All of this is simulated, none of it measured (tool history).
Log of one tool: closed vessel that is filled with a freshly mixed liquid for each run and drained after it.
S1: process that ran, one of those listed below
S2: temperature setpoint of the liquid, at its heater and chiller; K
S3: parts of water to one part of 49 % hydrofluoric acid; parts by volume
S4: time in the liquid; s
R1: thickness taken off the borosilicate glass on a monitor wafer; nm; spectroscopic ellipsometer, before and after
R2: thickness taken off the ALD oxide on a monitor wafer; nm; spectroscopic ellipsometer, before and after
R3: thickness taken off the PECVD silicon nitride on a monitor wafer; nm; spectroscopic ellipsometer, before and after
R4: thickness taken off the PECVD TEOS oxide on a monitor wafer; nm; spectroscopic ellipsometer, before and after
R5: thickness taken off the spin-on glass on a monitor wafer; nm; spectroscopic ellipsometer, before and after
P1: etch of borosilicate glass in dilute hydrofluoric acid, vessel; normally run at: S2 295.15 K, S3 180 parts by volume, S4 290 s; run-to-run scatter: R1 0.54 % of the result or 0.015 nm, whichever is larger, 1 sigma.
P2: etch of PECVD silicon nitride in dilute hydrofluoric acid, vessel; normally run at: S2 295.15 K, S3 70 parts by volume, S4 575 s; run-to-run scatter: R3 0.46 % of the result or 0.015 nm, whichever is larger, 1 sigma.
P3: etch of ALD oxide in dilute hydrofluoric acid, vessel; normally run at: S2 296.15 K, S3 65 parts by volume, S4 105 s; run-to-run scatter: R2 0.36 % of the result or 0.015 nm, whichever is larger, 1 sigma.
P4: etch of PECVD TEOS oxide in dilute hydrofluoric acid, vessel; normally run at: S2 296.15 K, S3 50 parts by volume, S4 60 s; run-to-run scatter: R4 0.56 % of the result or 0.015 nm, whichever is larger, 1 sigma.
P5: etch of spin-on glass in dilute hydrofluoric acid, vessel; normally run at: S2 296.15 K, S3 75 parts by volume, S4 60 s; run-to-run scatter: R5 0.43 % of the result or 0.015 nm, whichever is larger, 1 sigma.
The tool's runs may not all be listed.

Run 1, hour 8.7: S1 P1, S2 295.15 K, S3 180 parts by volume, S4 290 s. Result: R1 45.73 nm.
Run 2, hour 16.8: S1 P3, S2 296.15 K, S3 65 parts by volume, S4 105 s. Result: R2 23.228 nm.
Run 3, hour 26.9: S1 P2, S2 295.15 K, S3 70 parts by volume, S4 1100 s. Result: R3 23.476 nm.
Run 4, hour 35.4: S1 P4, S2 296.15 K, S3 70 parts by volume, S4 60 s. Result: R4 12.47 nm.
Run 5, hour 42.8: S1 P2, S2 295.15 K, S3 70 parts by volume, S4 575 s. Result: R3 12.126 nm.
Run 6, hour 49.9: S1 P1, S2 295.15 K, S3 180 parts by volume, S4 60 s. Result: R1 9.3583 nm.
Run 7, hour 59.3: S1 P1, S2 290.15 K, S3 180 parts by volume, S4 290 s. Result: R1 36.994 nm.
Run 8, hour 69: S1 P1, S2 295.15 K, S3 180 parts by volume, S4 290 s. Result: R1 45.771 nm.
Run 9, hour 74.7: S1 P5, S2 296.15 K, S3 75 parts by volume, S4 30 s. Result: R5 12.746 nm.
Run 10, hour 79.7: S1 P5, S2 296.15 K, S3 30 parts by volume, S4 60 s. Result: R5 67.724 nm.
Run 11, hour 87.8: S1 P1, S2 295.15 K, S3 180 parts by volume, S4 290 s. Result: R1 45.161 nm.
Run 12, hour 94: S1 P1, S2 295.15 K, S3 110 parts by volume, S4 290 s. Result: R1 80.432 nm.
Run 13, hour 102: S1 P1, S2 295.15 K, S3 180 parts by volume, S4 290 s. Result: R1 45.872 nm.
Run 14, hour 107.8: S1 P1, S2 295.15 K, S3 180 parts by volume, S4 290 s. Result: R1 45.793 nm.
Run 15, hour 116: S1 P1, S2 291.15 K, S3 260 parts by volume, S4 290 s. Result: R1 25.126 nm.
Run 16, hour 121.5: S1 P1, S2 295.15 K, S3 180 parts by volume, S4 575 s. Result: R1 90.197 nm.
Run 17, hour 127.9: S1 P1, S2 300.65 K, S3 180 parts by volume, S4 290 s. Result: R1 55.466 nm.
Run 18, hour 137.1: S1 P4, S2 296.15 K, S3 50 parts by volume, S4 60 s. Result: R4 17.868 nm.
Run 19, hour 143: S1 P2, S2 295.15 K, S3 70 parts by volume, S4 575 s. Result: R3 12.145 nm.
Run 20, hour 147.5: S1 P1, S2 295.15 K, S3 180 parts by volume, S4 290 s. Result: R1 45.524 nm.
Run 21, hour 156.6: S1 P4, S2 304.15 K, S3 50 parts by volume, S4 60 s. Result: R4 24.416 nm.
Run 22, hour 162.7: S1 P3, S2 296.15 K, S3 65 parts by volume, S4 210 s. Result: R2 46.585 nm.
Run 23, hour 167.8: S1 P3, S2 296.15 K, S3 115 parts by volume, S4 105 s. Result: R2 12.451 nm.
Run 24, hour 177.2: S1 P5, S2 304.15 K, S3 75 parts by volume, S4 60 s. Result: R5 35.002 nm.
Run 25, hour 183: S1 P3, S2 296.15 K, S3 65 parts by volume, S4 105 s. Result: R2 23.324 nm.
Run 26, hour 191.1: S1 P2, S2 295.15 K, S3 40 parts by volume, S4 575 s. Result: R3 20.891 nm.
Run 27, hour 200.6: S1 P2, S2 303.65 K, S3 70 parts by volume, S4 575 s. Result: R3 21.341 nm.
Run 28, hour 208: S1 P1, S2 295.15 K, S3 255 parts by volume, S4 135 s. Result: R1 13.758 nm.
Run 29, hour 214.8: S1 P5, S2 296.15 K, S3 75 parts by volume, S4 60 s. Result: R5 25.589 nm.
Run 30, hour 219.6: S1 P4, S2 296.15 K, S3 50 parts by volume, S4 110 s. Result: R4 32.61 nm.
Run 31, hour 225.4: S1 P3, S2 299.65 K, S3 65 parts by volume, S4 105 s. Result: R2 26.829 nm.
Run 32, hour 234.7: S1 P1, S2 295.15 K, S3 330 parts by volume, S4 290 s. Result: R1 21.529 nm.
Run 33, hour 239.3: S1 P1, S2 295.15 K, S3 180 parts by volume, S4 290 s. Result: R1 45.485 nm.
Run 34, hour 245.4: S1 P1, S2 295.15 K, S3 180 parts by volume, S4 290 s. Result: R1 47.245 nm.
Run 35, hour 252.1: S1 P1, S2 295.15 K, S3 180 parts by volume, S4 290 s. Result: R1 47.413 nm.
Run 36, hour 261.6: S1 P1, S2 295.15 K, S3 180 parts by volume, S4 290 s. Result: R1 47.901 nm.
Run 37, hour 271.3: S1 P1, S2 295.15 K, S3 180 parts by volume, S4 290 s. Result: R1 48.794 nm.
Run 38, hour 277.7: S1 P1, S2 295.15 K, S3 180 parts by volume, S4 290 s. Result: R1 48.843 nm.
Run 39, hour 286: S1 P1, S2 295.15 K, S3 180 parts by volume, S4 290 s. Result: R1 49.329 nm.
Run 40, hour 291.3: S1 P1, S2 295.15 K, S3 180 parts by volume, S4 290 s. Result: R1 49.085 nm.
Run 41, hour 297.4: S1 P1, S2 295.15 K, S3 180 parts by volume, S4 290 s. Result: R1 48.916 nm.

The next listed run, before its measurement:
Run 42, hour 302.8: S1 P1, S2 295.15 K, S3 180 parts by volume, S4 290 s. Result: R1 ?.

Run 42 gave R1 49.468 nm.
